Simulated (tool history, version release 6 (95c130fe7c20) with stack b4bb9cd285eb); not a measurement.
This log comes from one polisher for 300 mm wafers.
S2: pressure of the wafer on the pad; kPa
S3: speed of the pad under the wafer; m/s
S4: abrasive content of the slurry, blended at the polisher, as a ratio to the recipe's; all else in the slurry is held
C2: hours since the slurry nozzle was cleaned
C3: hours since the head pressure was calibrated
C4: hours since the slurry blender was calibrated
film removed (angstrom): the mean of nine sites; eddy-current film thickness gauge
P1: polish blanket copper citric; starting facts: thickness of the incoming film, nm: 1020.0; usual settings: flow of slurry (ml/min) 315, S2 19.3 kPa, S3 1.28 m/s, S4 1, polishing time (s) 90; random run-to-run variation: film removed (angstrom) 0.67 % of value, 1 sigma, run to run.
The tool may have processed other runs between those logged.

{"run": 1, "day": 0.558, "flow of slurry (ml/min)": 315, "S2": 19.3, "S3": 1.28, "S4": 1, "polishing time (s)": 90, "wafers polished on this pad": 308, "C2": 143.6, "C3": 197, "C4": 98.4, "film removed (angstrom)": 2777.8}
{"run": 2, "day": 1.138, "flow of slurry (ml/min)": 315, "S2": 19.3, "S3": 0.72, "S4": 1, "polishing time (s)": 90, "wafers polished on this pad": 454, "C2": 157.5, "C3": 210.9, "C4": 112.3, "film removed (angstrom)": 1584.4}
{"run": 3, "day": 1.538, "flow of slurry (ml/min)": 315, "S2": 19.3, "S3": 1.28, "S4": 1.35, "polishing time (s)": 90, "wafers polished on this pad": 554, "C2": 167.1, "C3": 220.5, "C4": 121.9, "film removed (angstrom)": 2941.2}
{"run": 4, "day": 1.904, "flow of slurry (ml/min)": 390, "S2": 19.3, "S3": 1.28, "S4": 1.3, "polishing time (s)": 90, "wafers polished on this pad": 646, "C2": 175.9, "C3": 229.3, "C4": 130.7, "film removed (angstrom)": 2975.5}
{"run": 5, "day": 2.417, "flow of slurry (ml/min)": 315, "S2": 19.3, "S3": 1.28, "S4": 1, "polishing time (s)": 57, "wafers polished on this pad": 775, "C2": 188.2, "C3": 241.6, "C4": 143, "film removed (angstrom)": 1740.1}
{"run": 6, "day": 2.971, "flow of slurry (ml/min)": 315, "S2": 19.3, "S3": 1.28, "S4": 1, "polishing time (s)": 90, "wafers polished on this pad": 914, "C2": 201.5, "C3": 254.9, "C4": 156.3, "film removed (angstrom)": 2765}
{"run": 7, "day": 3.371, "flow of slurry (ml/min)": 315, "S2": 19.3, "S3": 1.98, "S4": 1, "polishing time (s)": 90, "wafers polished on this pad": 1015, "C2": 211.1, "C3": 264.5, "C4": 165.9, "film removed (angstrom)": 4238.3}
{"day": 3.5, "done": "worn pad replaced by a new one"}
{"run": 8, "day": 3.971, "flow of slurry (ml/min)": 315, "S2": 19.3, "S3": 1.28, "S4": 1, "polishing time (s)": 90, "wafers polished on this pad": 118, "C2": 225.5, "C3": 278.9, "C4": 180.3, "film removed (angstrom)": 2770.3}
{"run": 9, "day": 4.421, "flow of slurry (ml/min)": 315, "S2": 19.3, "S3": 1.28, "S4": 0.65, "polishing time (s)": 90, "wafers polished on this pad": 231, "C2": 236.3, "C3": 289.7, "C4": 191.1, "film removed (angstrom)": 2552.8}
{"run": 10, "day": 4.738, "flow of slurry (ml/min)": 315, "S2": 19.3, "S3": 1.28, "S4": 1, "polishing time (s)": 90, "wafers polished on this pad": 310, "C2": 243.9, "C3": 297.3, "C4": 198.7, "film removed (angstrom)": 2787.8}
{"day": 5.229, "done": "slurry blender recalibrated"}
{"run": 11, "day": 5.338, "flow of slurry (ml/min)": 190, "S2": 19.3, "S3": 1.28, "S4": 1, "polishing time (s)": 90, "wafers polished on this pad": 461, "C2": 258.3, "C3": 311.7, "C4": 2.6, "film removed (angstrom)": 2640.9}
{"run": 12, "day": 5.892, "flow of slurry (ml/min)": 315, "S2": 25.5, "S3": 1.28, "S4": 1, "polishing time (s)": 90, "wafers polished on this pad": 600, "C2": 271.6, "C3": 325, "C4": 15.9, "film removed (angstrom)": 3649.4}
{"run": 13, "day": 6.379, "flow of slurry (ml/min)": 425, "S2": 19.3, "S3": 1.28, "S4": 1, "polishing time (s)": 90, "wafers polished on this pad": 723, "C2": 283.3, "C3": 336.7, "C4": 27.6, "film removed (angstrom)": 2832}
{"run": 14, "day": 6.679, "flow of slurry (ml/min)": 315, "S2": 19.3, "S3": 1.28, "S4": 1, "polishing time (s)": 90, "wafers polished on this pad": 798, "C2": 290.5, "C3": 343.9, "C4": 34.8, "film removed (angstrom)": 2778.3}
{"run": 15, "day": 7.021, "flow of slurry (ml/min)": 315, "S2": 19.3, "S3": 1.28, "S4": 1, "polishing time (s)": 135, "wafers polished on this pad": 884, "C2": 298.7, "C3": 352.1, "C4": 43, "film removed (angstrom)": 4167.6}
{"run": 16, "day": 7.538, "flow of slurry (ml/min)": 315, "S2": 13.1, "S3": 1.28, "S4": 1, "polishing time (s)": 90, "wafers polished on this pad": 1014, "C2": 311.1, "C3": 364.5, "C4": 55.4, "film removed (angstrom)": 1891.5}
{"run": 17, "day": 8.058, "flow of slurry (ml/min)": 315, "S2": 19.3, "S3": 1.28, "S4": 1, "polishing time (s)": 90, "wafers polished on this pad": 1144, "C2": 323.6, "C3": 377, "C4": 67.9, "film removed (angstrom)": 2763.3}
{"run": 18, "day": 8.492, "flow of slurry (ml/min)": 315, "S2": 19.3, "S3": 1.28, "S4": 1, "polishing time (s)": 90, "wafers polished on this pad": 1253, "C2": 334, "C3": 387.4, "C4": 78.3, "film removed (angstrom)": 2717.1}
{"run": 19, "day": 8.854, "flow of slurry (ml/min)": 315, "S2": 19.3, "S3": 1.28, "S4": 1, "polishing time (s)": 90, "wafers polished on this pad": 1344, "C2": 342.7, "C3": 396.1, "C4": 87, "film removed (angstrom)": 2688.4}
{"run": 20, "day": 9.208, "flow of slurry (ml/min)": 315, "S2": 19.3, "S3": 1.28, "S4": 1, "polishing time (s)": 90, "wafers polished on this pad": 1433, "C2": 351.2, "C3": 404.6, "C4": 95.5, "film removed (angstrom)": 2720}
{"run": 21, "day": 9.567, "flow of slurry (ml/min)": 315, "S2": 19.3, "S3": 1.28, "S4": 1, "polishing time (s)": 90, "wafers polished on this pad": 1523, "C2": 359.8, "C3": 413.2, "C4": 104.1, "film removed (angstrom)": 2689}
{"run": 22, "day": 10.1, "flow of slurry (ml/min)": 315, "S2": 19.3, "S3": 1.28, "S4": 1, "polishing time (s)": 90, "wafers polished on this pad": 1657, "C2": 372.6, "C3": 426, "C4": 116.9, "film removed (angstrom)": 2662.6}
{"day": 10.3, "done": "worn pad replaced by a new one"}
{"run": 23, "day": 10.438, "flow of slurry (ml/min)": 315, "S2": 19.3, "S3": 1.28, "S4": 1, "polishing time (s)": 90, "wafers polished on this pad": 35, "C2": 380.7, "C3": 434.1, "C4": 125, "film removed (angstrom)": 2667.5}

What does the tool deliver on the next run?
{"day": 10.725, "done": "head pressure recalibrated"}
{"run": 24, "day": 10.946, "flow of slurry (ml/min)": 315, "S2": 19.3, "S3": 1.28, "S4": 1, "polishing time (s)": 90, "wafers polished on this pad": 162, "C2": 392.9, "C3": 5.4, "C4": 137.2, "film removed (angstrom)": "?"}

{"run 24": {"film removed (angstrom)": 2648.4}}

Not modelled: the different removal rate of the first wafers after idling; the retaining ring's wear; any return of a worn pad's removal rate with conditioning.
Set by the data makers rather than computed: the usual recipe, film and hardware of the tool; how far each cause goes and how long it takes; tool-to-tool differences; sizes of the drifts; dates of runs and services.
